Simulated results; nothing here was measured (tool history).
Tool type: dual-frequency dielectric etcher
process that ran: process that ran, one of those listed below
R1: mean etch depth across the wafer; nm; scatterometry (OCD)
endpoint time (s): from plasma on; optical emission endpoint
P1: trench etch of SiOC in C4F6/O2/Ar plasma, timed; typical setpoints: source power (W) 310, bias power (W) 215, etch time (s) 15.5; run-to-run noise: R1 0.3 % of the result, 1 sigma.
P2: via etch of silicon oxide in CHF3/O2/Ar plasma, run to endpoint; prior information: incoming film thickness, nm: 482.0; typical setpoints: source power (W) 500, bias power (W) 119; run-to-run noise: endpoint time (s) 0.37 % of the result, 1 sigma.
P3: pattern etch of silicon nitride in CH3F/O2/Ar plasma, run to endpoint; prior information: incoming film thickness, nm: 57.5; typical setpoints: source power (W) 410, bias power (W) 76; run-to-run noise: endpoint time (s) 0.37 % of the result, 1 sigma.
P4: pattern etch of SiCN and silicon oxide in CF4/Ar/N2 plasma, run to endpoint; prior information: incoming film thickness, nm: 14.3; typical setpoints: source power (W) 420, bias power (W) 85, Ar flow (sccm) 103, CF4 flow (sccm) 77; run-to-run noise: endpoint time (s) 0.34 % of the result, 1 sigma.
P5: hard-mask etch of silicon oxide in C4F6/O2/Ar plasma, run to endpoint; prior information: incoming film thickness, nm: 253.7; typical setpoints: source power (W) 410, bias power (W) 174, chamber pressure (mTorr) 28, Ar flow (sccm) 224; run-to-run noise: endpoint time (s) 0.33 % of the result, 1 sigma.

run 1 hour=6.7 | process_that_ran=P1 source_power_(W)=310 bias_power_(W)=215 etch_time_(s)=15.5 | R1=31.88
run 2 hour=18.3 | process_that_ran=P1 source_power_(W)=310 bias_power_(W)=139 etch_time_(s)=22.5 | R1=40.276
run 3 hour=30.2 | process_that_ran=P5 source_power_(W)=300 bias_power_(W)=174 chamber_pressure_(mTorr)=28 Ar_flow_(sccm)=224 | endpoint_time_(s)=88.69
run 4 hour=37.3 | process_that_ran=P1 source_power_(W)=380 bias_power_(W)=275 etch_time_(s)=15.5 | R1=37.432
run 5 hour=48 | process_that_ran=P2 source_power_(W)=500 bias_power_(W)=119 | endpoint_time_(s)=296.09
run 6 hour=59.9 | process_that_ran=P1 source_power_(W)=390 bias_power_(W)=215 etch_time_(s)=15.5 | R1=34.982
run 7 hour=68 | process_that_ran=P5 source_power_(W)=410 bias_power_(W)=236 chamber_pressure_(mTorr)=28 Ar_flow_(sccm)=224 | endpoint_time_(s)=71.362
run 8 hour=77.2 | process_that_ran=P5 source_power_(W)=410 bias_power_(W)=174 chamber_pressure_(mTorr)=38 Ar_flow_(sccm)=224 | endpoint_time_(s)=81.109
run 9 hour=82.7 | process_that_ran=P4 source_power_(W)=500 bias_power_(W)=85 Ar_flow_(sccm)=103 CF4_flow_(sccm)=77 | endpoint_time_(s)=14.561
run 10 hour=89.4 | process_that_ran=P2 source_power_(W)=690 bias_power_(W)=119 | endpoint_time_(s)=261.74
run 11 hour=96.8 | process_that_ran=P4 source_power_(W)=420 bias_power_(W)=85 Ar_flow_(sccm)=103 CF4_flow_(sccm)=77 | endpoint_time_(s)=17.013
run 12 hour=106.4 | process_that_ran=P5 source_power_(W)=410 bias_power_(W)=174 chamber_pressure_(mTorr)=28 Ar_flow_(sccm)=136 | endpoint_time_(s)=74.568
run 13 hour=114.4 | process_that_ran=P4 source_power_(W)=420 bias_power_(W)=85 Ar_flow_(sccm)=134 CF4_flow_(sccm)=77 | endpoint_time_(s)=17.593
run 14 hour=124.3 | process_that_ran=P1 source_power_(W)=380 bias_power_(W)=215 etch_time_(s)=10 | R1=22.162
run 15 hour=130.6 | process_that_ran=P1 source_power_(W)=310 bias_power_(W)=149 etch_time_(s)=15.5 | R1=28.354
run 16 hour=137.3 | process_that_ran=P1 source_power_(W)=310 bias_power_(W)=261 etch_time_(s)=15.5 | R1=34.164
run 17 hour=143.9 | process_that_ran=P1 source_power_(W)=310 bias_power_(W)=215 etch_time_(s)=15.5 | R1=32.002
run 18 hour=153.2 | process_that_ran=P3 source_power_(W)=280 bias_power_(W)=76 | endpoint_time_(s)=92.797
run 19 hour=163.5 | process_that_ran=P1 source_power_(W)=230 bias_power_(W)=215 etch_time_(s)=15.5 | R1=28.605
run 20 hour=174.4 | process_that_ran=P4 source_power_(W)=420 bias_power_(W)=85 Ar_flow_(sccm)=103 CF4_flow_(sccm)=54 | endpoint_time_(s)=17.895
run 21 hour=187 | process_that_ran=P5 source_power_(W)=410 bias_power_(W)=174 chamber_pressure_(mTorr)=28 Ar_flow_(sccm)=224 | endpoint_time_(s)=78.625
run 22 hour=192.7 | process_that_ran=P3 source_power_(W)=410 bias_power_(W)=50 | endpoint_time_(s)=91.703
run 23 hour=204.3 | process_that_ran=P1 source_power_(W)=310 bias_power_(W)=215 etch_time_(s)=15.5 | R1=31.671
run 24 hour=215.5 | process_that_ran=P2 source_power_(W)=500 bias_power_(W)=78 | endpoint_time_(s)=336.83
run 25 hour=223.5 | process_that_ran=P1 source_power_(W)=310 bias_power_(W)=215 etch_time_(s)=15.5 | R1=32.039
run 26 hour=230 | process_that_ran=P4 source_power_(W)=420 bias_power_(W)=50 Ar_flow_(sccm)=103 CF4_flow_(sccm)=77 | endpoint_time_(s)=20.224
run 27 hour=241.3 | process_that_ran=P3 source_power_(W)=410 bias_power_(W)=76 | endpoint_time_(s)=80.281
run 28 hour=251.6 | process_that_ran=P1 source_power_(W)=310 bias_power_(W)=215 etch_time_(s)=22.5 | R1=46.413
run 29 hour=258.2 | process_that_ran=P3 source_power_(W)=410 bias_power_(W)=76 | endpoint_time_(s)=79.653
run 30 hour=268.1 | process_that_ran=P1 source_power_(W)=310 bias_power_(W)=215 etch_time_(s)=9.5 | R1=19.561
run 31 hour=274.4 | process_that_ran=P4 source_power_(W)=420 bias_power_(W)=85 Ar_flow_(sccm)=103 CF4_flow_(sccm)=77 | endpoint_time_(s)=16.987
run 32 hour=280.3 | process_that_ran=P1 source_power_(W)=310 bias_power_(W)=215 etch_time_(s)=15.5 | R1=31.945
run 33 hour=285.8 | process_that_ran=P1 source_power_(W)=310 bias_power_(W)=215 etch_time_(s)=15.5 | R1=31.882
run 34 hour=291.6 | process_that_ran=P1 source_power_(W)=310 bias_power_(W)=215 etch_time_(s)=15.5 | R1=31.68
run 35 hour=300.7 | process_that_ran=P1 source_power_(W)=310 bias_power_(W)=215 etch_time_(s)=15.5 | R1=31.649
run 36 hour=311.2 | process_that_ran=P1 source_power_(W)=310 bias_power_(W)=215 etch_time_(s)=15.5 | R1=31.681
run 37 hour=323.7 | process_that_ran=P1 source_power_(W)=310 bias_power_(W)=215 etch_time_(s)=15.5 | R1=31.557
-- hour=333 wet clean of the chamber
run 38 hour=336.2 | process_that_ran=P1 source_power_(W)=310 bias_power_(W)=215 etch_time_(s)=15.5 | R1=31.509
run 39 hour=345 | process_that_ran=P1 source_power_(W)=310 bias_power_(W)=215 etch_time_(s)=15.5 | R1=31.358
run 40 hour=352.5 | process_that_ran=P1 source_power_(W)=310 bias_power_(W)=215 etch_time_(s)=15.5 | R1=31.611
run 41 hour=360 | process_that_ran=P1 source_power_(W)=310 bias_power_(W)=215 etch_time_(s)=15.5 | R1=31.497

The log shows P1 creeping away from where it was. Any of the 2 causes listed here, at the size stated for it, fits the log just as well as the others:
A: bias power that arrives under what is set, % = 4.38
B: source power that arrives under what is set, % = 3.81
The drift started at roughly hour 285.8.
Other possible causes, and why each is ruled out:
chamber walls in a state that lowers the etch rate, %: serviced after onset, at hour 333, with no recovery of the prior output

Below are 4 check runs, each averaged over 2 wafers, with their results shown as question marks. Which of them would give clearly different results depending on which cause is behind the drift?
run check 1 hour=367.5 | process_that_ran=P2 source_power_(W)=650 bias_power_(W)=101 | endpoint_time_(s)=?
run check 2 hour=367.5 | process_that_ran=P5 source_power_(W)=410 bias_power_(W)=220 chamber_pressure_(mTorr)=28 Ar_flow_(sccm)=172 | endpoint_time_(s)=?
run check 3 hour=367.5 | process_that_ran=P3 source_power_(W)=290 bias_power_(W)=56 | endpoint_time_(s)=?
run check 4 hour=367.5 | process_that_ran=P4 source_power_(W)=420 bias_power_(W)=53 Ar_flow_(sccm)=121 CF4_flow_(sccm)=77 | endpoint_time_(s)=?

Expected result of each check under each candidate cause:
check=check_1 result=endpoint_time_(s) if_A=285.38 if_B=286.07
check=check_2 result=endpoint_time_(s) if_A=71.836 if_B=71.857
check=check_3 result=endpoint_time_(s) if_A=102.99 if_B=103
check=check_4 result=endpoint_time_(s) if_A=20.698 if_B=21.12
Per check, the gap between the least separated pair of causes, taken in the result that splits them most: check 1 0.24 %; check 2 0.03 %; check 3 0.01 %; check 4 2.02 %
Check 4 is the one run that separates the causes; every other check would come out nearly the same whichever cause is at work.

Then check 4 was run and gave: endpoint time (s) 20.7. Which cause is it?

The cause is A: bias power that arrives under what is set, %.

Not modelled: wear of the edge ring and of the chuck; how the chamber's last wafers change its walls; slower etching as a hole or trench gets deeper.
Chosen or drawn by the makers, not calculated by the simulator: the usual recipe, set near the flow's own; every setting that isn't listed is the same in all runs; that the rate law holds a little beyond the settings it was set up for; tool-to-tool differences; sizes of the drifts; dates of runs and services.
